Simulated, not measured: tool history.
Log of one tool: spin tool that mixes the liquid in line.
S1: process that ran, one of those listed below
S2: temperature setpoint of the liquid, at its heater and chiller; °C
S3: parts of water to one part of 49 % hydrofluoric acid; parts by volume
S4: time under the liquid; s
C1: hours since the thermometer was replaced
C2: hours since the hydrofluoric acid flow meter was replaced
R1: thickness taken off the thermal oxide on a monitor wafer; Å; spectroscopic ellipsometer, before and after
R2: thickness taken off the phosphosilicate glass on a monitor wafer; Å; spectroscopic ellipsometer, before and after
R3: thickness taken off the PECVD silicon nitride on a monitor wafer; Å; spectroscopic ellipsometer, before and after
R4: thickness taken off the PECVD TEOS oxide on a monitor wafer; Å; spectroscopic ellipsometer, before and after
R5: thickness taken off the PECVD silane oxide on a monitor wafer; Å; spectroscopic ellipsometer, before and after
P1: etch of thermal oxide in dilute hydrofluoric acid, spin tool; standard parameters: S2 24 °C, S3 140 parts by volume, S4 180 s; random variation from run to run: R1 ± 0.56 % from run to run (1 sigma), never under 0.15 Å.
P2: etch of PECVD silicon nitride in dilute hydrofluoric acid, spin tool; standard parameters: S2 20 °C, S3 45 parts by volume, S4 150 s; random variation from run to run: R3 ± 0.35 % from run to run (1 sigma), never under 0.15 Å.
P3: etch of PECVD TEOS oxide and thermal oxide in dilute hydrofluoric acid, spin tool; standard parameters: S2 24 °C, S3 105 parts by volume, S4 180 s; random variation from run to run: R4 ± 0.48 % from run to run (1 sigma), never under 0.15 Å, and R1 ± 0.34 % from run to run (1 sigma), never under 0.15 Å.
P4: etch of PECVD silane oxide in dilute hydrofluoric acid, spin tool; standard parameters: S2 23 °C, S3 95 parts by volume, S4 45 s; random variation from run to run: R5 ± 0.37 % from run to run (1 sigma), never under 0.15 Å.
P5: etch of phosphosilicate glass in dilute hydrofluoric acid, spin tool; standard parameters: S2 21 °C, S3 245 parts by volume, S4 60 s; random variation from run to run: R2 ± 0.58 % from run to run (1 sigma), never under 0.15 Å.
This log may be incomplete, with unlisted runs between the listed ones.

run	hour	S1	S2	S3	S4	C1	C2	R1	R2	R3	R4	R5
1	7.6	P1	24	140	180	962.5	240.9	56.253				
2	18.2	P1	31	140	180	973.1	251.5	73.468				
3	30.2	P5	21	245	15	985.1	263.5		56.136			
4	37.1	P2	17	45	150	992	270.4			78.936		
5	45.8	P1	19.5	140	180	1000.7	279.1	47.505				
6	53.9	P3	24	105	180	1008.8	287.2	76.643			246.35	
7	64.1	P2	20	20	150	1019	297.4			212.12		
8	73.8	P1	24	200	180	1028.7	307.1	36.865				
9	84	P1	24	205	15	1038.9	317.3	3.0196				
10	97.8	P1	24	140	180	1052.7	331.1	56.215				
11	109.3	P1	24	40	260	1064.2	342.6	322.44				
12	123.2	P1	24	140	100	1078.1	356.5	31.335				
13	130.4	P1	24	140	180	1085.3	363.7	56.537				
14	136.6	P1	24	50	180	1091.5	369.9	174.12				
# hour 143.7: hydrofluoric acid flow meter replaced
15	148	P2	20	45	150	1102.9	4.3			96.912		
16	156.6	P1	24	140	180	1111.5	12.9	56.198				
17	168.5	P3	24	40	180	1123.4	24.8	218			707.3	
18	175.3	P3	29.5	105	180	1130.2	31.6	94.194			303.94	
19	187.7	P4	23	150	45	1142.6	44					41.514
20	195.4	P4	23	95	45	1150.3	51.7					69.598
21	207.5	P3	24	105	180	1162.4	63.8	76.384			246.83	
22	217.2	P1	24	140	180	1172.1	73.5	56.093				
23	224.9	P5	21	245	60	1179.8	81.2		225.86			
24	236.9	P2	20	45	15	1191.8	93.2			9.8819		

The next listed run, before its measurement:
25	244.1	P5	27	245	60	1199	100.4		?			

{"run 25": {"R2": 282.54}}
